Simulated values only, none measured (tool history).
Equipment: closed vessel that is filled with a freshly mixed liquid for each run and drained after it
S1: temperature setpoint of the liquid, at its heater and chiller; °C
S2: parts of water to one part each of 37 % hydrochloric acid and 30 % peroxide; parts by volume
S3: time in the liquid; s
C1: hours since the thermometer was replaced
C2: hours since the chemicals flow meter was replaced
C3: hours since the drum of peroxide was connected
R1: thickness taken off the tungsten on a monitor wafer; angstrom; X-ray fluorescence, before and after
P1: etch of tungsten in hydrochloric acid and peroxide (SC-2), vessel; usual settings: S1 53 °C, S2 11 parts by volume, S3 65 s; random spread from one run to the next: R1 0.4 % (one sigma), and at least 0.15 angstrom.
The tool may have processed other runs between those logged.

{"run": 1, "day": 0.179, "S1": 53, "S2": 11, "S3": 65, "C1": 862, "C2": 1031.7, "C3": 145, "R1": 120.89}
{"run": 2, "day": 0.296, "S1": 53, "S2": 11, "S3": 65, "C1": 864.8, "C2": 1034.5, "C3": 147.8, "R1": 119.55}
{"day": 0.317, "done": "chemicals flow meter replaced"}
{"run": 3, "day": 0.525, "S1": 53, "S2": 11, "S3": 100, "C1": 870.3, "C2": 5.1, "C3": 153.3, "R1": 186.22}
{"run": 4, "day": 0.65, "S1": 53, "S2": 11, "S3": 65, "C1": 873.3, "C2": 8.1, "C3": 156.3, "R1": 119.81}
{"run": 5, "day": 0.754, "S1": 67, "S2": 11, "S3": 65, "C1": 875.8, "C2": 10.6, "C3": 158.8, "R1": 290.64}
{"run": 6, "day": 0.988, "S1": 53, "S2": 19.5, "S3": 65, "C1": 881.4, "C2": 16.2, "C3": 164.4, "R1": 72.663}
{"run": 7, "day": 1.183, "S1": 53, "S2": 11, "S3": 30, "C1": 886.1, "C2": 20.9, "C3": 169.1, "R1": 55.328}
{"run": 8, "day": 1.329, "S1": 38, "S2": 11, "S3": 65, "C1": 889.6, "C2": 24.4, "C3": 172.6, "R1": 42.929}
{"run": 9, "day": 1.533, "S1": 53, "S2": 11, "S3": 65, "C1": 894.5, "C2": 29.3, "C3": 177.5, "R1": 121.84}
{"run": 10, "day": 1.717, "S1": 53, "S2": 11, "S3": 65, "C1": 898.9, "C2": 33.7, "C3": 181.9, "R1": 120.59}
{"run": 11, "day": 1.896, "S1": 62, "S2": 19.5, "S3": 65, "C1": 903.2, "C2": 38, "C3": 186.2, "R1": 129.91}
{"run": 12, "day": 2.096, "S1": 53, "S2": 4, "S3": 65, "C1": 908, "C2": 42.8, "C3": 191, "R1": 261.89}
{"run": 13, "day": 2.312, "S1": 53, "S2": 11, "S3": 65, "C1": 913.2, "C2": 48, "C3": 196.2, "R1": 120.66}
{"run": 14, "day": 2.542, "S1": 53, "S2": 11, "S3": 65, "C1": 918.7, "C2": 53.5, "C3": 201.7, "R1": 123.95}
{"run": 15, "day": 2.696, "S1": 53, "S2": 11, "S3": 65, "C1": 922.4, "C2": 57.2, "C3": 205.4, "R1": 125.62}

Run 16, settings as shown, results not yet in. Your forecast:
{"run": 16, "day": 2.904, "S1": 53, "S2": 11, "S3": 65, "C1": 927.4, "C2": 62.2, "C3": 210.4, "R1": "?"}

Run 16 gave R1 127.81 angstrom.
